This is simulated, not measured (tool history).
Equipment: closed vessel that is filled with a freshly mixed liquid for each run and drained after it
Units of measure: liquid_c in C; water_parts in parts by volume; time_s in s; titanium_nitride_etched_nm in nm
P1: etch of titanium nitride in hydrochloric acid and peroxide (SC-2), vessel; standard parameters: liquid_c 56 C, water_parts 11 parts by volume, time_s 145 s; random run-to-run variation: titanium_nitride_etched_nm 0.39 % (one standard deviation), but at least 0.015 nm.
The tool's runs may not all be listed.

run 1 hour=9.6 | liquid_c=56 water_parts=11 time_s=145 | titanium_nitride_etched_nm=7.2204
run 2 hour=19.7 | liquid_c=56 water_parts=15.5 time_s=85 | titanium_nitride_etched_nm=3.119
run 3 hour=33.7 | liquid_c=56 water_parts=17 time_s=145 | titanium_nitride_etched_nm=4.9445
run 4 hour=50.2 | liquid_c=56 water_parts=11 time_s=145 | titanium_nitride_etched_nm=7.2436
run 5 hour=61.4 | liquid_c=56 water_parts=11 time_s=65 | titanium_nitride_etched_nm=3.2584
run 6 hour=79 | liquid_c=56 water_parts=11 time_s=270 | titanium_nitride_etched_nm=13.503
run 7 hour=87.7 | liquid_c=56 water_parts=11 time_s=145 | titanium_nitride_etched_nm=7.2491
run 8 hour=96.6 | liquid_c=67 water_parts=11 time_s=145 | titanium_nitride_etched_nm=14.341
run 9 hour=104.8 | liquid_c=56 water_parts=4 time_s=145 | titanium_nitride_etched_nm=15.763
run 10 hour=117.6 | liquid_c=42.5 water_parts=11 time_s=145 | titanium_nitride_etched_nm=2.9362
run 11 hour=127.7 | liquid_c=56 water_parts=11 time_s=145 | titanium_nitride_etched_nm=7.2815
run 12 hour=138.5 | liquid_c=56 water_parts=11 time_s=145 | titanium_nitride_etched_nm=7.2044
run 13 hour=151.5 | liquid_c=56 water_parts=11 time_s=145 | titanium_nitride_etched_nm=7.2183
run 14 hour=166.3 | liquid_c=56 water_parts=11 time_s=145 | titanium_nitride_etched_nm=6.8903
run 15 hour=182.2 | liquid_c=56 water_parts=11 time_s=145 | titanium_nitride_etched_nm=6.7625
run 16 hour=194.2 | liquid_c=56 water_parts=11 time_s=145 | titanium_nitride_etched_nm=6.6603
run 17 hour=204.3 | liquid_c=56 water_parts=11 time_s=145 | titanium_nitride_etched_nm=6.5829
-- hour=213.9 new drum of peroxide connected
run 18 hour=215.9 | liquid_c=56 water_parts=11 time_s=145 | titanium_nitride_etched_nm=6.584
run 19 hour=232.5 | liquid_c=56 water_parts=11 time_s=145 | titanium_nitride_etched_nm=6.5139
run 20 hour=244.8 | liquid_c=56 water_parts=11 time_s=145 | titanium_nitride_etched_nm=6.5346
run 21 hour=262 | liquid_c=56 water_parts=11 time_s=145 | titanium_nitride_etched_nm=6.496

Something has made what P1 gives creep away from where it was; the 2 causes below, each at its own stated size, fit the log equally well:
A: chemicals flow below the setpoint (%) = 11.3
B: liquid colder than its thermometer reads (K) = 1.59
The creep began at about hour 151.5.
All other causes, with the reason each is excluded:
peroxide weaker than its label (%): its service at hour 213.9 followed the start of the drift and did not put the process back to its old value

The 4 check runs listed below each average the results of 2 wafers, and their outcomes are marked with question marks. Under which run would the listed causes produce clearly different results?
run check 1 hour=279.2 | liquid_c=56 water_parts=14.5 time_s=145 | titanium_nitride_etched_nm=?
run check 2 hour=279.2 | liquid_c=64 water_parts=11 time_s=145 | titanium_nitride_etched_nm=?
run check 3 hour=279.2 | liquid_c=56 water_parts=16.5 time_s=145 | titanium_nitride_etched_nm=?
run check 4 hour=279.2 | liquid_c=56 water_parts=4 time_s=95 | titanium_nitride_etched_nm=?

What each check would give under each cause:
check=check_1 result=titanium_nitride_etched_nm if_A=5.13 if_B=5.1476
check=check_2 result=titanium_nitride_etched_nm if_A=10.796 if_B=10.845
check=check_3 result=titanium_nitride_etched_nm if_A=4.5685 if_B=4.5911
check=check_4 result=titanium_nitride_etched_nm if_A=9.4723 if_B=9.2745
Per-check spread between the two closest causes, in the result where they differ most: check 1 0.34 %; check 2 0.45 %; check 3 0.49 %; check 4 2.11 %
Only in check 4 would the causes give clearly different results; in the remaining checks their results would be nearly the same.

The results of check 4 are: titanium_nitride_etched_nm 9.2977 nm. Based on these, which of the listed causes is it?

The cause is B: liquid colder than its thermometer reads (K).
